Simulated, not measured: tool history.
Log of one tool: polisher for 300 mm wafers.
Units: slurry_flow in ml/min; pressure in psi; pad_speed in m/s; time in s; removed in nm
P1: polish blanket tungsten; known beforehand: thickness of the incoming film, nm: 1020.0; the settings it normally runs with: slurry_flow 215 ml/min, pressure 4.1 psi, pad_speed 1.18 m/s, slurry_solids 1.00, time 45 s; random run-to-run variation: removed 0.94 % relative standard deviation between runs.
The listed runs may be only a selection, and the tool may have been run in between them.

run   hour  slurry_flow  pressure  pad_speed  slurry_solids  time  removed
  1    9.2          215       4.1       1.18           1.00    45   261.61
  2   17.6          215       2.3       1.18           1.00    45   144.24
  3   27.7          215       4.1       1.18           1.00    45   259.29
  4   32.9          215       4.1       1.18           1.00    22   128.81
      35.2  -- head pressure recalibrated
      39.3  -- worn pad replaced by a new one
  5   40.6          215       4.1       1.18           1.00    64   378.80
  6   46.5          130       4.1       1.18           1.00    45   242.05
  7   51.6          215       4.1       1.18           1.50    45   288.20
  8   56.5          215       4.1       1.18           1.00    45   257.91
  9   63.9          320       4.1       1.18           1.00    45   273.86
 10   70.0          290       4.1       1.18           1.30    45   288.06
 11   76.6          215       4.1       1.18           1.00    45   260.73
 12   87.2          215       4.1       1.18           0.55    45   229.40
 13   97.1          215       4.1       1.18           1.00    45   263.61
 14  105.3          215       4.1       1.18           1.00    45   259.69
 15  114.8          215       4.1       1.18           1.00    45   264.53
 16  121.4          215       2.4       1.18           1.00    61   206.46
 17  128.2          215       6.4       1.18           1.00    45   409.57
 18  137.4          215       4.1       0.54           1.00    45   117.43
 19  145.4          215       4.1       1.72           1.00    45   376.22
 20  150.4          215       4.1       1.18           1.00    45   261.80
 21  160.0          215       4.1       1.18           1.00    45   256.73
 22  169.7          215       4.1       1.18           1.00    45   244.30
     173.5  -- worn pad replaced by a new one
 23  175.7          215       4.1       1.18           1.00    45   247.96
     177.6  -- slurry tank refilled with fresh slurry and peroxide
 24  181.3          215       4.1       1.18           1.00    45   243.86
     183.3  -- slurry blender recalibrated
 25  189.5          215       4.1       1.18           1.00    45   244.24
 26  200.2          215       4.1       1.18           1.00    45   242.78

P1 no longer gives what it gave before; its output has crept away from where it was. The following 2 causes, each at its listed size, fit the log equally well:
A: head's pressure below its setpoint, % = 7.08
B: slurry flow missing at the pad, % = 37.7
The gradual shift began around hour 150.4.
What rules out each remaining cause:
removal rate lost through wear of the pad, %: serviced at hour 173.5, after the change had begun; the process did not return to its earlier output
abrasive missing from the slurry, %: serviced at hour 183.3, after the change had begun; the process did not return to its earlier output
peroxide lost from the slurry, %: serviced at hour 177.6, after the change had begun; the process did not return to its earlier output

4 check runs are offered, each on 3 wafers whose results are averaged, their results left as question marks. Which one tells the causes apart?
check 1  210.9          130       4.1       1.18           1.00    23        ?
check 2  210.9          215       6.2       1.18           0.55    45        ?
check 3  210.9          215       4.1       0.58           1.45    45        ?
check 4  210.9          215       4.1       1.60           1.00    45        ?

Check results expected under each cause:
  check   result    if A    if B
check 1  removed  114.89  110.14
check 2  removed  320.73  320.78
check 3  removed  130.77  130.79
check 4  removed  329.88  329.93
How far apart the two closest causes lie, in the result that separates them most: check 1 4.23 %; check 2 0.02 %; check 3 0.02 %; check 4 0.02 %
The causes can be told apart only by check 1. The other checks would give nearly the same results under each of them.

Check 1 was carried out, with these results: removed 114.93 nm. Which of the listed causes is responsible?

It was cause A: head's pressure below its setpoint, %.
